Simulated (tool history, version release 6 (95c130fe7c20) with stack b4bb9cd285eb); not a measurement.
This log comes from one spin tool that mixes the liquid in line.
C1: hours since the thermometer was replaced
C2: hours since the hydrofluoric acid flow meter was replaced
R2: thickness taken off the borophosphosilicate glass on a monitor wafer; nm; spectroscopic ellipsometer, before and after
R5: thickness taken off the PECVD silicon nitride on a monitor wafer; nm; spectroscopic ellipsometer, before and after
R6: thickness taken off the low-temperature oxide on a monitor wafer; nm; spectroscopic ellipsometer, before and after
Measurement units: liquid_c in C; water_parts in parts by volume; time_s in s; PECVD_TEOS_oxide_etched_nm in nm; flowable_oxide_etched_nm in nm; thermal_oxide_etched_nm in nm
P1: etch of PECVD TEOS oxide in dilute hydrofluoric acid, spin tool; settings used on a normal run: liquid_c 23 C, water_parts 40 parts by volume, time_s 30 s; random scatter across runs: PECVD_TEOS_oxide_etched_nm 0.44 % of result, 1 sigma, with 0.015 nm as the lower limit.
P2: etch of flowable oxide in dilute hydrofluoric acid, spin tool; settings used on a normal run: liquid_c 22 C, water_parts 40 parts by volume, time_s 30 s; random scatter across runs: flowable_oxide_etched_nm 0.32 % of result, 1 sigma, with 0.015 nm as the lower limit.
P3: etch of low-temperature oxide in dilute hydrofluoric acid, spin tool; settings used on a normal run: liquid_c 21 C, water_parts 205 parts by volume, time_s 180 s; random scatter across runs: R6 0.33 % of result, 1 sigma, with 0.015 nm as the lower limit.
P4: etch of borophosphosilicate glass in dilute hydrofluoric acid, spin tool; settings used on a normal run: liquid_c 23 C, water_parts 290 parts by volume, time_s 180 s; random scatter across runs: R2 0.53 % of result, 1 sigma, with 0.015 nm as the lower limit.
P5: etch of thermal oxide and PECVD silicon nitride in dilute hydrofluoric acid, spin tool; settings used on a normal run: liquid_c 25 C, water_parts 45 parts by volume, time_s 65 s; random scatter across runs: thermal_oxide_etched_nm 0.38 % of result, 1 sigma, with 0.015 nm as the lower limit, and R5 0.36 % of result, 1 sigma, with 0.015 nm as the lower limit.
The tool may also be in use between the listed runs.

run 1 hour=4.6 | process=P1 liquid_c=23 water_parts=40 time_s=30 | C1=1024.6 C2=645.7 | PECVD_TEOS_oxide_etched_nm=14.539
run 2 hour=8.9 | process=P4 liquid_c=19 water_parts=290 time_s=180 | C1=1028.9 C2=650 | R2=17.438
run 3 hour=12.4 | process=P1 liquid_c=23 water_parts=40 time_s=30 | C1=1032.4 C2=653.5 | PECVD_TEOS_oxide_etched_nm=14.54
run 4 hour=17.3 | process=P1 liquid_c=28.5 water_parts=40 time_s=30 | C1=1037.3 C2=658.4 | PECVD_TEOS_oxide_etched_nm=18.121
run 5 hour=22.6 | process=P1 liquid_c=23 water_parts=40 time_s=30 | C1=1042.6 C2=663.7 | PECVD_TEOS_oxide_etched_nm=14.53
run 6 hour=30.1 | process=P1 liquid_c=23 water_parts=40 time_s=30 | C1=1050.1 C2=671.2 | PECVD_TEOS_oxide_etched_nm=14.505
run 7 hour=34 | process=P2 liquid_c=17 water_parts=40 time_s=30 | C1=1054 C2=675.1 | flowable_oxide_etched_nm=19.593
run 8 hour=41.2 | process=P4 liquid_c=23 water_parts=290 time_s=285 | C1=1061.2 C2=682.3 | R2=32.079
run 9 hour=48.5 | process=P5 liquid_c=25 water_parts=20 time_s=65 | C1=1068.5 C2=689.6 | thermal_oxide_etched_nm=18.638 R5=18.113
run 10 hour=55.4 | process=P4 liquid_c=23 water_parts=290 time_s=180 | C1=1075.4 C2=696.5 | R2=20.05
run 11 hour=62.1 | process=P1 liquid_c=23 water_parts=55 time_s=60 | C1=1082.1 C2=703.2 | PECVD_TEOS_oxide_etched_nm=20.658
run 12 hour=69.5 | process=P5 liquid_c=25 water_parts=45 time_s=130 | C1=1089.5 C2=710.6 | thermal_oxide_etched_nm=15.98 R5=16.506
run 13 hour=75.8 | process=P3 liquid_c=21 water_parts=205 time_s=15 | C1=1095.8 C2=716.9 | R6=1.0461
run 14 hour=79 | process=P1 liquid_c=23 water_parts=20 time_s=30 | C1=1099 C2=720.1 | PECVD_TEOS_oxide_etched_nm=29.732
run 15 hour=86.4 | process=P2 liquid_c=22 water_parts=60 time_s=30 | C1=1106.4 C2=727.5 | flowable_oxide_etched_nm=15.72
run 16 hour=91 | process=P1 liquid_c=23 water_parts=70 time_s=30 | C1=1111 C2=732.1 | PECVD_TEOS_oxide_etched_nm=7.9099
run 17 hour=97.8 | process=P5 liquid_c=25 water_parts=45 time_s=65 | C1=1117.8 C2=738.9 | thermal_oxide_etched_nm=8.0033 R5=8.2833
run 18 hour=102.8 | process=P3 liquid_c=21 water_parts=50 time_s=180 | C1=1122.8 C2=743.9 | R6=62.117
run 19 hour=109 | process=P1 liquid_c=23 water_parts=60 time_s=45 | C1=1129 C2=750.1 | PECVD_TEOS_oxide_etched_nm=14.04
run 20 hour=114.1 | process=P1 liquid_c=23 water_parts=40 time_s=30 | C1=1134.1 C2=755.2 | PECVD_TEOS_oxide_etched_nm=14.533
run 21 hour=120.5 | process=P5 liquid_c=32.5 water_parts=45 time_s=65 | C1=1140.5 C2=761.6 | thermal_oxide_etched_nm=10.722 R5=13.623
run 22 hour=125.4 | process=P1 liquid_c=17 water_parts=40 time_s=30 | C1=1145.4 C2=766.5 | PECVD_TEOS_oxide_etched_nm=11.234
run 23 hour=132.3 | process=P2 liquid_c=22 water_parts=40 time_s=30 | C1=1152.3 C2=773.4 | flowable_oxide_etched_nm=24.244
run 24 hour=137.7 | process=P3 liquid_c=21 water_parts=205 time_s=180 | C1=1157.7 C2=778.8 | R6=12.798
run 25 hour=142.8 | process=P5 liquid_c=25 water_parts=45 time_s=65 | C1=1162.8 C2=783.9 | thermal_oxide_etched_nm=7.9762 R5=8.2932
run 26 hour=147 | process=P2 liquid_c=22 water_parts=40 time_s=45 | C1=1167 C2=788.1 | flowable_oxide_etched_nm=36.295
run 27 hour=153.6 | process=P1 liquid_c=23 water_parts=40 time_s=50 | C1=1173.6 C2=794.7 | PECVD_TEOS_oxide_etched_nm=24.164
run 28 hour=160.5 | process=P4 liquid_c=23 water_parts=55 time_s=180 | C1=1180.5 C2=801.6 | R2=137.13
run 29 hour=165.2 | process=P1 liquid_c=23 water_parts=40 time_s=15 | C1=1185.2 C2=806.3 | PECVD_TEOS_oxide_etched_nm=7.2071
run 30 hour=168.7 | process=P1 liquid_c=23 water_parts=65 time_s=55 | C1=1188.7 C2=809.8 | PECVD_TEOS_oxide_etched_nm=15.813
run 31 hour=176 | process=P3 liquid_c=29 water_parts=205 time_s=180 | C1=1196 C2=817.1 | R6=17.077
run 32 hour=182.6 | process=P1 liquid_c=23 water_parts=40 time_s=30 | C1=1202.6 C2=823.7 | PECVD_TEOS_oxide_etched_nm=14.564
run 33 hour=189.7 | process=P1 liquid_c=23 water_parts=40 time_s=30 | C1=1209.7 C2=830.8 | PECVD_TEOS_oxide_etched_nm=15.221
run 34 hour=194.9 | process=P1 liquid_c=23 water_parts=40 time_s=30 | C1=1214.9 C2=836 | PECVD_TEOS_oxide_etched_nm=15.233
run 35 hour=200.5 | process=P1 liquid_c=23 water_parts=40 time_s=30 | C1=1220.5 C2=841.6 | PECVD_TEOS_oxide_etched_nm=15.475
run 36 hour=206.2 | process=P1 liquid_c=23 water_parts=40 time_s=30 | C1=1226.2 C2=847.3 | PECVD_TEOS_oxide_etched_nm=15.532
run 37 hour=210.9 | process=P1 liquid_c=23 water_parts=40 time_s=30 | C1=1230.9 C2=852 | PECVD_TEOS_oxide_etched_nm=15.627
run 38 hour=214.8 | process=P1 liquid_c=23 water_parts=40 time_s=30 | C1=1234.8 C2=855.9 | PECVD_TEOS_oxide_etched_nm=15.739
run 39 hour=218 | process=P1 liquid_c=23 water_parts=40 time_s=30 | C1=1238 C2=859.1 | PECVD_TEOS_oxide_etched_nm=15.727
run 40 hour=223.3 | process=P1 liquid_c=23 water_parts=40 time_s=30 | C1=1243.3 C2=864.4 | PECVD_TEOS_oxide_etched_nm=15.635

Compared with where it was, what P1 gives has crept away. Each cause listed below fits the log as well as the rest, at the size given for it:
A: hydrofluoric acid flow above the setpoint (%) = 7.74
B: liquid hotter than its thermometer reads (K) = 1.89
The drift started at roughly hour 182.6.

4 check runs are offered, one wafer each, their results left as question marks. Which one tells the causes apart?
run check 1 hour=228.6 | process=P2 liquid_c=17 water_parts=55 time_s=30 | flowable_oxide_etched_nm=?
run check 2 hour=228.6 | process=P5 liquid_c=30 water_parts=45 time_s=65 | thermal_oxide_etched_nm=? R5=?
run check 3 hour=228.6 | process=P3 liquid_c=27 water_parts=55 time_s=180 | R6=?
run check 4 hour=228.6 | process=P4 liquid_c=23 water_parts=105 time_s=180 | R2=?

If the cause were each of the candidates in turn, the checks would give the following:
check=check_1 result=flowable_oxide_etched_nm if_A=15.136 if_B=15.172
check=check_2 result=thermal_oxide_etched_nm if_A=10.574 if_B=10.516
check=check_2 result=R5 if_A=12.423 if_B=13.034
check=check_3 result=R6 if_A=77.687 if_B=77.292
check=check_4 result=R2 if_A=73.705 if_B=73.051
Per check, the gap between the least separated pair of causes, taken in the result that splits them most: check 1 0.24 %; check 2 4.8 %; check 3 0.51 %; check 4 0.89 %
Only check 2 tells the causes apart: in the others they would give nearly the same result.

Check 2 was carried out, with these results: thermal_oxide_etched_nm 10.566 nm; R5 12.432 nm. Which of the listed causes is responsible?

The cause is A: hydrofluoric acid flow above the setpoint (%).
